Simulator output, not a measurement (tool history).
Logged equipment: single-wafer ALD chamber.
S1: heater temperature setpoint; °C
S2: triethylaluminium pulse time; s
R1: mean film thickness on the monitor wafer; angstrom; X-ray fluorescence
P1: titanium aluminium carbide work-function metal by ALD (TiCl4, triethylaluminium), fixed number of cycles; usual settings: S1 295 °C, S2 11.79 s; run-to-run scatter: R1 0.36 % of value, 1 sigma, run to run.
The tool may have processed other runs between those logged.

run   hour   S1     S2      R1
  1    6.3  295  11.79  20.283
  2   19.2  319  11.79  22.379
  3   30.4  295  19.34  20.549
  4   36.5  284  17.82  19.603
      44.8  -- triethylaluminium bottle replaced
  5   44.9  295  11.79  20.200
  6   53.9  295  11.79  20.360
  7   64.0  295   8.08  19.356
  8   71.2  295  11.79  20.279
      78.7  -- thermocouple changed; heater temperature recalibrated
  9   81.2  283  15.43  19.326
 10   88.6  270  11.79  18.042
 11   98.0  295  11.79  20.220
 12  108.2  295  11.79  20.238
 13  118.9  295  11.79  19.848
 14  126.9  295  11.79  20.063
 15  134.4  295  11.79  19.928
 16  144.2  295  11.79  19.893
 17  157.4  295  11.79  19.760
 18  170.1  295  11.79  19.679
 19  182.1  295  11.79  19.763
 20  189.7  295  11.79  19.679
 21  201.0  295  11.79  19.656

What P1 gives has crept off from where it sat before. The 2 causes that follow fit the log equally well, each at the size noted:
A: triethylaluminium dose below that of a fresh bottle (%) = 22
B: wafer temperature below the value expected at the setpoint (K) = 5.73
The creep began at about hour 98.0.

The list below offers 4 check runs, each averaging the results of 2 wafers, and shows each result as a question mark. For which of them would the listed causes give clearly different results?
check 1  212.3  271  11.79   ?
check 2  212.3  317  11.79   ?
check 3  212.3  295  18.31   ?
check 4  212.3  312  11.79   ?

Check results expected under each cause:
  check  result    if A    if B
check 1      R1  17.664  17.622
check 2      R1  21.671  21.711
check 3      R1  20.448  20.041
check 4      R1  21.227  21.258
Per-check spread between the two closest causes, in the result where they differ most: check 1 0.24 %; check 2 0.18 %; check 3 2.01 %; check 4 0.14 %
The causes can be told apart only by check 3. The other checks would give nearly the same results under each of them.

Running check 3 produced the following: R1 20.071 angstrom. Which one of the listed causes fits?

It was cause B: wafer temperature below the value expected at the setpoint (K).
